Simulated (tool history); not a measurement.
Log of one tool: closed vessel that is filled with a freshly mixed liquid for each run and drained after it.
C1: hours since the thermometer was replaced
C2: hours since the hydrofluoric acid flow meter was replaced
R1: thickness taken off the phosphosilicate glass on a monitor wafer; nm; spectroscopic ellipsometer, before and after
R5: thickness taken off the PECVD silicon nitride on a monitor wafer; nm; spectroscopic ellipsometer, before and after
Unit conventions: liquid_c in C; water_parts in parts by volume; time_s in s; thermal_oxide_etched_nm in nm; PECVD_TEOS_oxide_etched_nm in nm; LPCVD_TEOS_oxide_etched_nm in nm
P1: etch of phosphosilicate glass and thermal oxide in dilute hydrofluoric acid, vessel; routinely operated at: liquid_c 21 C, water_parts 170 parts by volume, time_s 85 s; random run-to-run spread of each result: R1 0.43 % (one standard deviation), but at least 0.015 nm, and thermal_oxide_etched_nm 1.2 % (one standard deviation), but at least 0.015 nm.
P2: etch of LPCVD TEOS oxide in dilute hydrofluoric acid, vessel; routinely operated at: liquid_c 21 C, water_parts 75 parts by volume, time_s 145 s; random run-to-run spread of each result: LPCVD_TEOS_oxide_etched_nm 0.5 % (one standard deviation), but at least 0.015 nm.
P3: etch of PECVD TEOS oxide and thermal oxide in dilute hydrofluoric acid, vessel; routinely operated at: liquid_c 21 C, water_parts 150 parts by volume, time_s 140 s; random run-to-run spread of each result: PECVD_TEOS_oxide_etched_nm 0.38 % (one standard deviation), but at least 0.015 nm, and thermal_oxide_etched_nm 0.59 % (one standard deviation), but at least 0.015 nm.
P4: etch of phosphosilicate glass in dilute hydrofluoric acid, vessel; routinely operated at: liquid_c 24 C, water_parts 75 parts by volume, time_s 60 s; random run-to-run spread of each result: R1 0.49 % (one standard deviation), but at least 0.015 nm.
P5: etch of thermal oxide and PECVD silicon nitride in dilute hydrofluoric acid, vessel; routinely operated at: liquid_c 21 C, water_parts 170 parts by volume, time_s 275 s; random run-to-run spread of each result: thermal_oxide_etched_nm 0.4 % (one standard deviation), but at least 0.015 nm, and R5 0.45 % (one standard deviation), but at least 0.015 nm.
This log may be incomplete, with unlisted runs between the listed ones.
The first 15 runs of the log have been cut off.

run 16 hour=136.6 | process=P3 liquid_c=21 water_parts=265 time_s=140 | C1=269.1 C2=207.1 | thermal_oxide_etched_nm=1.8975 PECVD_TEOS_oxide_etched_nm=5.8005
run 17 hour=147.7 | process=P2 liquid_c=29 water_parts=75 time_s=145 | C1=280.2 C2=218.2 | LPCVD_TEOS_oxide_etched_nm=59.9
run 18 hour=153 | process=P1 liquid_c=17 water_parts=170 time_s=85 | C1=285.5 C2=223.5 | R1=34.329 thermal_oxide_etched_nm=1.738
run 19 hour=163.4 | process=P4 liquid_c=24 water_parts=75 time_s=60 | C1=295.9 C2=233.9 | R1=87.545
run 20 hour=168.7 | process=P1 liquid_c=21 water_parts=170 time_s=85 | C1=301.2 C2=239.2 | R1=40.422 thermal_oxide_etched_nm=1.9924
run 21 hour=176.4 | process=P3 liquid_c=21 water_parts=150 time_s=140 | C1=308.9 C2=246.9 | thermal_oxide_etched_nm=3.716 PECVD_TEOS_oxide_etched_nm=11.454
run 22 hour=181.8 | process=P1 liquid_c=21 water_parts=170 time_s=85 | C1=314.3 C2=252.3 | R1=40.214 thermal_oxide_etched_nm=1.9532
run 23 hour=189.6 | process=P1 liquid_c=21 water_parts=170 time_s=165 | C1=322.1 C2=260.1 | R1=77.755 thermal_oxide_etched_nm=3.8615
run 24 hour=195.3 | process=P5 liquid_c=21 water_parts=170 time_s=445 | C1=327.8 C2=265.8 | thermal_oxide_etched_nm=9.9222 R5=12.176
run 25 hour=200.4 | process=P1 liquid_c=21 water_parts=35 time_s=85 | C1=332.9 C2=270.9 | R1=227.12 thermal_oxide_etched_nm=11.183
run 26 hour=210.7 | process=P1 liquid_c=21 water_parts=235 time_s=85 | C1=343.2 C2=281.2 | R1=27.377 thermal_oxide_etched_nm=1.3425

The next listed run, before its measurement:
run 27 hour=217.4 | process=P1 liquid_c=21 water_parts=170 time_s=85 | C1=349.9 C2=287.9 | R1=? thermal_oxide_etched_nm=?

{"run 27": {"R1": 40.486, "thermal_oxide_etched_nm": 1.9817}}
